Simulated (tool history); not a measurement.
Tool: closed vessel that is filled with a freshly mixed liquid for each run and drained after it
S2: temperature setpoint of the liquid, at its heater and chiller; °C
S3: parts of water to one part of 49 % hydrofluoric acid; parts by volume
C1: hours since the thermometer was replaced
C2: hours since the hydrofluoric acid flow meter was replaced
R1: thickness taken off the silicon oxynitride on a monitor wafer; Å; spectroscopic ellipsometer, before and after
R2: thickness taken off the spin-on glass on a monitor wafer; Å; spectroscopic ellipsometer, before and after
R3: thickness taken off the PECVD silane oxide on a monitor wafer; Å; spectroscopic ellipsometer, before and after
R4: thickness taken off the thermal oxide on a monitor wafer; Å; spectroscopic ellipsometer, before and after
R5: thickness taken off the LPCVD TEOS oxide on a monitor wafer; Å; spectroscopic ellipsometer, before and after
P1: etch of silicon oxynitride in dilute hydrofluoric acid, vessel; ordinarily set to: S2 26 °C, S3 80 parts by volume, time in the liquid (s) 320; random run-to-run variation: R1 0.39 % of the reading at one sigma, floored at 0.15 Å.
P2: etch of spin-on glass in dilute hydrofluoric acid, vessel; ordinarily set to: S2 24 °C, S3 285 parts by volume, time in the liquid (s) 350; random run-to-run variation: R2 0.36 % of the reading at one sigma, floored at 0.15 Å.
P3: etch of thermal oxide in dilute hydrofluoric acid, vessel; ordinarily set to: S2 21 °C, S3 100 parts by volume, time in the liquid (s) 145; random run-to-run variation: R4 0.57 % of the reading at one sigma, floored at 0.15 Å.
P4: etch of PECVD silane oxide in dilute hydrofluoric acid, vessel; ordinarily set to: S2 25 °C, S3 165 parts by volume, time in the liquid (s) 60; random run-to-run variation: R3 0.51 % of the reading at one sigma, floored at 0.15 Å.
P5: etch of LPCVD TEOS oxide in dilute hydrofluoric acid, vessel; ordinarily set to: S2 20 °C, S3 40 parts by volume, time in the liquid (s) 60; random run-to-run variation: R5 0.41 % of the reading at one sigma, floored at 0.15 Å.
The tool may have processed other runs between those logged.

{"run": 1, "hour": 11.9, "process that ran": "P1", "S2": 26, "S3": 80, "time in the liquid (s)": 320, "C1": 632.7, "C2": 578, "R1": 166.11}
{"run": 2, "hour": 24.9, "process that ran": "P1", "S2": 26, "S3": 80, "time in the liquid (s)": 625, "C1": 645.7, "C2": 591, "R1": 322.27}
{"run": 3, "hour": 42.0, "process that ran": "P2", "S2": 24, "S3": 285, "time in the liquid (s)": 350, "C1": 662.8, "C2": 608.1, "R2": 375.66}
{"run": 4, "hour": 55.1, "process that ran": "P1", "S2": 26, "S3": 130, "time in the liquid (s)": 320, "C1": 675.9, "C2": 621.2, "R1": 98.131}
{"run": 5, "hour": 62.8, "process that ran": "P2", "S2": 24, "S3": 170, "time in the liquid (s)": 350, "C1": 683.6, "C2": 628.9, "R2": 705.22}
{"run": 6, "hour": 80.5, "process that ran": "P4", "S2": 25, "S3": 35, "time in the liquid (s)": 60, "C1": 701.3, "C2": 646.6, "R3": 822.03}
{"run": 7, "hour": 92.0, "process that ran": "P4", "S2": 25, "S3": 165, "time in the liquid (s)": 60, "C1": 712.8, "C2": 658.1, "R3": 148.17}
{"run": 8, "hour": 109.7, "process that ran": "P1", "S2": 26, "S3": 80, "time in the liquid (s)": 70, "C1": 730.5, "C2": 675.8, "R1": 36.635}
{"run": 9, "hour": 123.6, "process that ran": "P1", "S2": 26, "S3": 55, "time in the liquid (s)": 455, "C1": 744.4, "C2": 689.7, "R1": 348.95}
{"run": 10, "hour": 139.3, "process that ran": "P2", "S2": 32, "S3": 285, "time in the liquid (s)": 350, "C1": 760.1, "C2": 705.4, "R2": 488.24}
{"run": 11, "hour": 155.0, "process that ran": "P3", "S2": 21, "S3": 100, "time in the liquid (s)": 35, "C1": 775.8, "C2": 721.1, "R4": 14.593}
{"run": 12, "hour": 172.8, "process that ran": "P2", "S2": 24, "S3": 285, "time in the liquid (s)": 350, "C1": 793.6, "C2": 738.9, "R2": 376.64}
{"run": 13, "hour": 184.6, "process that ran": "P1", "S2": 26, "S3": 50, "time in the liquid (s)": 320, "C1": 805.4, "C2": 750.7, "R1": 272.81}
{"run": 14, "hour": 196.5, "process that ran": "P5", "S2": 20, "S3": 60, "time in the liquid (s)": 60, "C1": 817.3, "C2": 762.6, "R5": 311.56}
{"run": 15, "hour": 207.7, "process that ran": "P5", "S2": 20, "S3": 40, "time in the liquid (s)": 60, "C1": 828.5, "C2": 773.8, "R5": 479.05}
{"run": 16, "hour": 224.6, "process that ran": "P5", "S2": 17, "S3": 40, "time in the liquid (s)": 60, "C1": 845.4, "C2": 790.7, "R5": 418.73}
{"run": 17, "hour": 238.0, "process that ran": "P1", "S2": 34, "S3": 80, "time in the liquid (s)": 320, "C1": 858.8, "C2": 804.1, "R1": 239.78}
{"run": 18, "hour": 250.0, "process that ran": "P5", "S2": 20, "S3": 40, "time in the liquid (s)": 115, "C1": 870.8, "C2": 816.1, "R5": 914.77}
{"run": 19, "hour": 266.2, "process that ran": "P1", "S2": 26, "S3": 80, "time in the liquid (s)": 320, "C1": 887, "C2": 832.3, "R1": 165.62}
{"run": 20, "hour": 277.4, "process that ran": "P3", "S2": 21, "S3": 50, "time in the liquid (s)": 145, "C1": 898.2, "C2": 843.5, "R4": 128.66}
{"run": 21, "hour": 293.8, "process that ran": "P1", "S2": 26, "S3": 80, "time in the liquid (s)": 320, "C1": 914.6, "C2": 859.9, "R1": 166.53}
{"run": 22, "hour": 307.9, "process that ran": "P1", "S2": 26, "S3": 80, "time in the liquid (s)": 320, "C1": 928.7, "C2": 874, "R1": 165.8}
{"run": 23, "hour": 315.6, "process that ran": "P2", "S2": 24, "S3": 285, "time in the liquid (s)": 655, "C1": 936.4, "C2": 881.7, "R2": 705.57}
{"run": 24, "hour": 331.5, "process that ran": "P1", "S2": 19.5, "S3": 80, "time in the liquid (s)": 320, "C1": 952.3, "C2": 897.6, "R1": 120.7}
{"run": 25, "hour": 347.5, "process that ran": "P4", "S2": 25, "S3": 165, "time in the liquid (s)": 60, "C1": 968.3, "C2": 913.6, "R3": 147.72}
{"run": 26, "hour": 363.2, "process that ran": "P3", "S2": 21, "S3": 100, "time in the liquid (s)": 145, "C1": 984, "C2": 929.3, "R4": 61.095}
{"run": 27, "hour": 379.8, "process that ran": "P1", "S2": 26, "S3": 80, "time in the liquid (s)": 320, "C1": 1000.6, "C2": 945.9, "R1": 165.71}
{"run": 28, "hour": 395.5, "process that ran": "P3", "S2": 17, "S3": 100, "time in the liquid (s)": 145, "C1": 1016.3, "C2": 961.6, "R4": 51.875}
{"run": 29, "hour": 412.8, "process that ran": "P4", "S2": 25, "S3": 165, "time in the liquid (s)": 95, "C1": 1033.6, "C2": 978.9, "R3": 233.57}
{"run": 30, "hour": 429.7, "process that ran": "P4", "S2": 17.5, "S3": 165, "time in the liquid (s)": 60, "C1": 1050.5, "C2": 995.8, "R3": 110.75}
{"run": 31, "hour": 444.9, "process that ran": "P1", "S2": 26, "S3": 140, "time in the liquid (s)": 40, "C1": 1065.7, "C2": 1011, "R1": 11.15}
{"run": 32, "hour": 457.3, "process that ran": "P1", "S2": 26, "S3": 80, "time in the liquid (s)": 320, "C1": 1078.1, "C2": 1023.4, "R1": 165.92}

Run 33 has not been measured yet. What should we expect?
{"run": 33, "hour": 468.2, "process that ran": "P1", "S2": 26, "S3": 80, "time in the liquid (s)": 320, "C1": 1089, "C2": 1034.3, "R1": "?"}

R1: 165.19 Å
